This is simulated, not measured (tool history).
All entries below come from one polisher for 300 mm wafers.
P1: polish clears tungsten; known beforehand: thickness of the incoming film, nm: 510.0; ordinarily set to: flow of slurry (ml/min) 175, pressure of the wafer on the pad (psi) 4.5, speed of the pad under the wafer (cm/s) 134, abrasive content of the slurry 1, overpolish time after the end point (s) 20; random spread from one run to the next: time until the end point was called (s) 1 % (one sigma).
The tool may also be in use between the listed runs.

run   hour  flow of slurry (ml/min)  pressure of the wafer on the pad (psi)  speed of the pad under the wafer (cm/s)  abrasive content of the slurry  overpolish time after the end point (s)  wafers polished on this pad  hours since the slurry nozzle was cleaned  hours since the head pressure was calibrated  hours since the slurry blender was calibrated  hours since the slurry got fresh peroxide  time until the end point was called (s)
  1   10.2                      175                                     4.5                                      134                               1                                       20                          272                                        239                                         874.7                                           86.9                                       53.4                                   68.083
  2   22.4                      175                                     4.5                                      134                               1                                       20                          352                                      251.2                                         886.9                                           99.1                                       65.6                                   68.611
  3   37.1                      135                                     4.5                                      134                            1.35                                       20                          448                                      265.9                                         901.6                                          113.8                                       80.3                                   67.085
  4   52.5                      245                                     4.5                                       76                               1                                       20                          548                                      281.3                                           917                                          129.2                                       95.7                                   114.37
  5     67                      105                                     4.5                                      134                               1                                       20                          643                                      295.8                                         931.5                                          143.7                                      110.2                                   77.292
  6   81.8                      175                                     3.2                                      134                               1                                       20                          739                                      310.6                                         946.3                                          158.5                                        125                                   95.651
  7   91.4                      175                                     4.5                                      134                            1.45                                       20                          802                                      320.2                                         955.9                                          168.1                                      134.6                                   62.617
  8   99.2                      175                                     4.5                                      134                               1                                        6                          853                                        328                                         963.7                                          175.9                                      142.4                                   69.096
  9  110.8                      225                                     4.5                                      134                               1                                       20                          929                                      339.6                                         975.3                                          187.5                                        154                                   66.374
 10  122.8                      175                                     4.5                                       72                               1                                       20                         1007                                      351.6                                         987.3                                          199.5                                        166                                   127.99
 11  138.8                      175                                     4.5                                       86                               1                                        8                         1112                                      367.6                                        1003.3                                          215.5                                        182                                   105.74
 12  152.3                      175                                     4.5                                      134                               1                                       31                         1200                                      381.1                                        1016.8                                            229                                      195.5                                   68.678
 13  168.4                      175                                     4.5                                      134                             0.8                                       20                         1305                                      397.2                                        1032.9                                          245.1                                      211.6                                   72.401
 14  179.8                      175                                     4.5                                      134                               1                                       20                         1379                                      408.6                                        1044.3                                          256.5                                        223                                    68.74
 15  196.2                      175                                     4.5                                      134                               1                                       20                         1486                                        425                                        1060.7                                          272.9                                      239.4                                   68.267
     197.9  -- head pressure recalibrated
 16  207.8                      175                                     4.5                                      206                               1                                       20                         1562                                      436.6                                           9.9                                          284.5                                        251                                   44.163
 17  221.9                      175                                     5.8                                      134                               1                                       20                         1654                                      450.7                                            24                                          298.6                                      265.1                                   54.093
 18  236.3                      175                                     4.5                                      134                               1                                       20                         1748                                      465.1                                          38.4                                            313                                      279.5                                   68.127
 19  253.4                      175                                     4.5                                      134                               1                                       20                         1860                                      482.2                                          55.5                                          330.1                                      296.6                                   71.618
 20  268.4                      175                                     4.5                                      134                               1                                       20                         1958                                      497.2                                          70.5                                          345.1                                      311.6                                   74.178
       269  -- slurry blender recalibrated
     273.8  -- worn pad replaced by a new one
       279  -- head pressure recalibrated
 21  281.2                      175                                     4.5                                      134                               1                                       20                           48                                        510                                           2.2                                           12.2                                      324.4                                    74.02
 22  290.3                      175                                     4.5                                      134                               1                                       20                          107                                      519.1                                          11.3                                           21.3                                      333.5                                    72.29
 23  301.5                      175                                     4.5                                      134                               1                                       20                          181                                      530.3                                          22.5                                           32.5                                      344.7                                   75.373
 24  312.2                      175                                     4.5                                      134                               1                                       20                          250                                        541                                          33.2                                           43.2                                      355.4                                   73.223

Estimate the outcome of run 25 from the log above:
 25  328.5                      175                                     4.5                                      134                               1                                       20                          357                                      557.3                                          49.5                                           59.5                                      371.7                                        ?

Run 25 produced time until the end point was called (s) 75.917.
